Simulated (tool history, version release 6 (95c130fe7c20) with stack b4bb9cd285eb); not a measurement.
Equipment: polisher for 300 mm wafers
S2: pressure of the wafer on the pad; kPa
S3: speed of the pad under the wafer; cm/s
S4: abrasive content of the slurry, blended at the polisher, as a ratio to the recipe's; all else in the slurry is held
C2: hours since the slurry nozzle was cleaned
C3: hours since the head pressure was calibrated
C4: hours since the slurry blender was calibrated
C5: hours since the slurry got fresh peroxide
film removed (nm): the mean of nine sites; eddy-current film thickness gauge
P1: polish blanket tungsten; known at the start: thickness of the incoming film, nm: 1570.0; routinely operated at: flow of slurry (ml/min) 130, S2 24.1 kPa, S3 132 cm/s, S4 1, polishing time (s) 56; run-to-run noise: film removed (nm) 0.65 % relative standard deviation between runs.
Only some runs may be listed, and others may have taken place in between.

{"run": 1, "hour": 7.2, "flow of slurry (ml/min)": 130, "S2": 24.1, "S3": 132, "S4": 1, "polishing time (s)": 56, "wafers polished on this pad": 921, "C2": 183.9, "C3": 478.4, "C4": 65.7, "C5": 22.3, "film removed (nm)": 372.96}
{"run": 2, "hour": 14.0, "flow of slurry (ml/min)": 130, "S2": 24.1, "S3": 132, "S4": 1, "polishing time (s)": 56, "wafers polished on this pad": 1024, "C2": 190.7, "C3": 485.2, "C4": 72.5, "C5": 29.1, "film removed (nm)": 371.47}
{"run": 3, "hour": 24.7, "flow of slurry (ml/min)": 200, "S2": 24.1, "S3": 132, "S4": 1, "polishing time (s)": 56, "wafers polished on this pad": 1187, "C2": 201.4, "C3": 495.9, "C4": 83.2, "C5": 39.8, "film removed (nm)": 398.06}
{"run": 4, "hour": 38.2, "flow of slurry (ml/min)": 130, "S2": 24.1, "S3": 82, "S4": 1, "polishing time (s)": 56, "wafers polished on this pad": 1391, "C2": 214.9, "C3": 509.4, "C4": 96.7, "C5": 53.3, "film removed (nm)": 229.11}
{"run": 5, "hour": 50.7, "flow of slurry (ml/min)": 90, "S2": 24.1, "S3": 200, "S4": 1, "polishing time (s)": 56, "wafers polished on this pad": 1581, "C2": 227.4, "C3": 521.9, "C4": 109.2, "C5": 65.8, "film removed (nm)": 517.62}
{"run": 6, "hour": 62.9, "flow of slurry (ml/min)": 130, "S2": 24.1, "S3": 132, "S4": 1, "polishing time (s)": 56, "wafers polished on this pad": 1766, "C2": 239.6, "C3": 534.1, "C4": 121.4, "C5": 78, "film removed (nm)": 373.15}
{"run": 7, "hour": 73.0, "flow of slurry (ml/min)": 130, "S2": 24.1, "S3": 132, "S4": 1, "polishing time (s)": 39, "wafers polished on this pad": 1919, "C2": 249.7, "C3": 544.2, "C4": 131.5, "C5": 88.1, "film removed (nm)": 258.22}
{"run": 8, "hour": 86.2, "flow of slurry (ml/min)": 80, "S2": 24.1, "S3": 132, "S4": 1, "polishing time (s)": 56, "wafers polished on this pad": 2119, "C2": 262.9, "C3": 557.4, "C4": 144.7, "C5": 101.3, "film removed (nm)": 327.71}
{"run": 9, "hour": 95.3, "flow of slurry (ml/min)": 80, "S2": 24.1, "S3": 132, "S4": 1, "polishing time (s)": 74, "wafers polished on this pad": 2257, "C2": 272, "C3": 566.5, "C4": 153.8, "C5": 110.4, "film removed (nm)": 432.3}
{"run": 10, "hour": 103.0, "flow of slurry (ml/min)": 130, "S2": 15.9, "S3": 132, "S4": 1, "polishing time (s)": 56, "wafers polished on this pad": 2373, "C2": 279.7, "C3": 574.2, "C4": 161.5, "C5": 118.1, "film removed (nm)": 244.17}
{"hour": 105.8, "done": "worn pad replaced by a new one"}
{"run": 11, "hour": 111.0, "flow of slurry (ml/min)": 130, "S2": 24.1, "S3": 132, "S4": 1, "polishing time (s)": 56, "wafers polished on this pad": 79, "C2": 287.7, "C3": 582.2, "C4": 169.5, "C5": 126.1, "film removed (nm)": 367.45}
{"run": 12, "hour": 121.1, "flow of slurry (ml/min)": 130, "S2": 24.1, "S3": 132, "S4": 1.4, "polishing time (s)": 56, "wafers polished on this pad": 232, "C2": 297.8, "C3": 592.3, "C4": 179.6, "C5": 136.2, "film removed (nm)": 403.34}
{"run": 13, "hour": 133.3, "flow of slurry (ml/min)": 130, "S2": 24.1, "S3": 132, "S4": 0.55, "polishing time (s)": 56, "wafers polished on this pad": 417, "C2": 310, "C3": 604.5, "C4": 191.8, "C5": 148.4, "film removed (nm)": 324.32}
{"run": 14, "hour": 145.0, "flow of slurry (ml/min)": 130, "S2": 24.1, "S3": 208, "S4": 1, "polishing time (s)": 56, "wafers polished on this pad": 594, "C2": 321.7, "C3": 616.2, "C4": 203.5, "C5": 160.1, "film removed (nm)": 586.13}
{"run": 15, "hour": 152.1, "flow of slurry (ml/min)": 130, "S2": 24.1, "S3": 132, "S4": 1, "polishing time (s)": 88, "wafers polished on this pad": 702, "C2": 328.8, "C3": 623.3, "C4": 210.6, "C5": 167.2, "film removed (nm)": 586.02}
{"run": 16, "hour": 161.3, "flow of slurry (ml/min)": 130, "S2": 33.8, "S3": 132, "S4": 1, "polishing time (s)": 56, "wafers polished on this pad": 841, "C2": 338, "C3": 632.5, "C4": 219.8, "C5": 176.4, "film removed (nm)": 515.49}
{"run": 17, "hour": 172.3, "flow of slurry (ml/min)": 130, "S2": 24.1, "S3": 132, "S4": 1, "polishing time (s)": 56, "wafers polished on this pad": 1008, "C2": 349, "C3": 643.5, "C4": 230.8, "C5": 187.4, "film removed (nm)": 373.18}
{"run": 18, "hour": 181.3, "flow of slurry (ml/min)": 130, "S2": 24.1, "S3": 132, "S4": 1, "polishing time (s)": 56, "wafers polished on this pad": 1144, "C2": 358, "C3": 652.5, "C4": 239.8, "C5": 196.4, "film removed (nm)": 370.41}
{"run": 19, "hour": 193.1, "flow of slurry (ml/min)": 130, "S2": 24.1, "S3": 132, "S4": 1, "polishing time (s)": 56, "wafers polished on this pad": 1323, "C2": 369.8, "C3": 664.3, "C4": 251.6, "C5": 208.2, "film removed (nm)": 374.79}
{"run": 20, "hour": 204.3, "flow of slurry (ml/min)": 130, "S2": 24.1, "S3": 132, "S4": 1, "polishing time (s)": 56, "wafers polished on this pad": 1493, "C2": 381, "C3": 675.5, "C4": 262.8, "C5": 219.4, "film removed (nm)": 358.54}
{"run": 21, "hour": 215.5, "flow of slurry (ml/min)": 130, "S2": 24.1, "S3": 132, "S4": 1, "polishing time (s)": 56, "wafers polished on this pad": 1662, "C2": 392.2, "C3": 686.7, "C4": 274, "C5": 230.6, "film removed (nm)": 355.47}
{"run": 22, "hour": 222.4, "flow of slurry (ml/min)": 130, "S2": 24.1, "S3": 132, "S4": 1, "polishing time (s)": 56, "wafers polished on this pad": 1767, "C2": 399.1, "C3": 693.6, "C4": 280.9, "C5": 237.5, "film removed (nm)": 349.35}
{"hour": 228.1, "done": "slurry tank refilled with fresh slurry and peroxide"}
{"run": 23, "hour": 229.8, "flow of slurry (ml/min)": 130, "S2": 24.1, "S3": 132, "S4": 1, "polishing time (s)": 56, "wafers polished on this pad": 1879, "C2": 406.5, "C3": 701, "C4": 288.3, "C5": 1.7, "film removed (nm)": 338.53}
{"run": 24, "hour": 236.2, "flow of slurry (ml/min)": 130, "S2": 24.1, "S3": 132, "S4": 1, "polishing time (s)": 56, "wafers polished on this pad": 1976, "C2": 412.9, "C3": 707.4, "C4": 294.7, "C5": 8.1, "film removed (nm)": 344.75}
{"hour": 241.4, "done": "slurry blender recalibrated"}
{"run": 25, "hour": 244.2, "flow of slurry (ml/min)": 130, "S2": 24.1, "S3": 132, "S4": 1, "polishing time (s)": 56, "wafers polished on this pad": 2097, "C2": 420.9, "C3": 715.4, "C4": 2.8, "C5": 16.1, "film removed (nm)": 344.75}
{"hour": 246.0, "done": "worn pad replaced by a new one"}
{"run": 26, "hour": 257.7, "flow of slurry (ml/min)": 130, "S2": 24.1, "S3": 132, "S4": 1, "polishing time (s)": 56, "wafers polished on this pad": 177, "C2": 434.4, "C3": 728.9, "C4": 16.3, "C5": 29.6, "film removed (nm)": 337.94}
{"run": 27, "hour": 267.6, "flow of slurry (ml/min)": 130, "S2": 24.1, "S3": 132, "S4": 1, "polishing time (s)": 56, "wafers polished on this pad": 327, "C2": 444.3, "C3": 738.8, "C4": 26.2, "C5": 39.5, "film removed (nm)": 336.82}

Compared with where it was, what P1 gives has crept away. Each cause listed below fits the log as well as the rest, at the size given for it:
A: head's pressure below its setpoint, % = 8.48
B: slurry flow missing at the pad, % = 31.3
The process output started creeping at around hour 193.1.
Every other cause this tool's parts could produce, and why it does not fit the log:
removal rate lost through wear of the pad, %: serviced at hour 246, after the change had begun; the process did not return to its earlier output
abrasive missing from the slurry, %: serviced at hour 241.4, after the change had begun; the process did not return to its earlier output
peroxide lost from the slurry, %: serviced at hour 228.1, after the change had begun; the process did not return to its earlier output

You are offered 4 check runs, listed below with question marks in place of their results; each one averages 2 wafers. Which run separates the listed causes by giving clearly different results for each?
{"run": "check 1", "hour": 277.5, "flow of slurry (ml/min)": 130, "S2": 24.1, "S3": 132, "S4": 1.2, "polishing time (s)": 56, "film removed (nm)": "?"}
{"run": "check 2", "hour": 277.5, "flow of slurry (ml/min)": 130, "S2": 24.1, "S3": 132, "S4": 0.6, "polishing time (s)": 56, "film removed (nm)": "?"}
{"run": "check 3", "hour": 277.5, "flow of slurry (ml/min)": 130, "S2": 24.1, "S3": 82, "S4": 1, "polishing time (s)": 56, "film removed (nm)": "?"}
{"run": "check 4", "hour": 277.5, "flow of slurry (ml/min)": 90, "S2": 24.1, "S3": 132, "S4": 1, "polishing time (s)": 56, "film removed (nm)": "?"}

What each check would give under each cause:
check=check_1 result=film_removed_(nm) if_A=354.79 if_B=354.8
check=check_2 result=film_removed_(nm) if_A=301.95 if_B=301.96
check=check_3 result=film_removed_(nm) if_A=211.02 if_B=211.02
check=check_4 result=film_removed_(nm) if_A=311.55 if_B=301.38
Distance between the nearest two causes, measured in the result of the check that separates them most: check 1 0 %; check 2 0 %; check 3 0 %; check 4 3.32 %
The causes can be told apart only by check 4. The other checks would give nearly the same results under each of them.

Check 4 was carried out, with these results: film removed (nm) 300.66. Which of the listed causes is responsible?

B is the cause: slurry flow missing at the pad, %.

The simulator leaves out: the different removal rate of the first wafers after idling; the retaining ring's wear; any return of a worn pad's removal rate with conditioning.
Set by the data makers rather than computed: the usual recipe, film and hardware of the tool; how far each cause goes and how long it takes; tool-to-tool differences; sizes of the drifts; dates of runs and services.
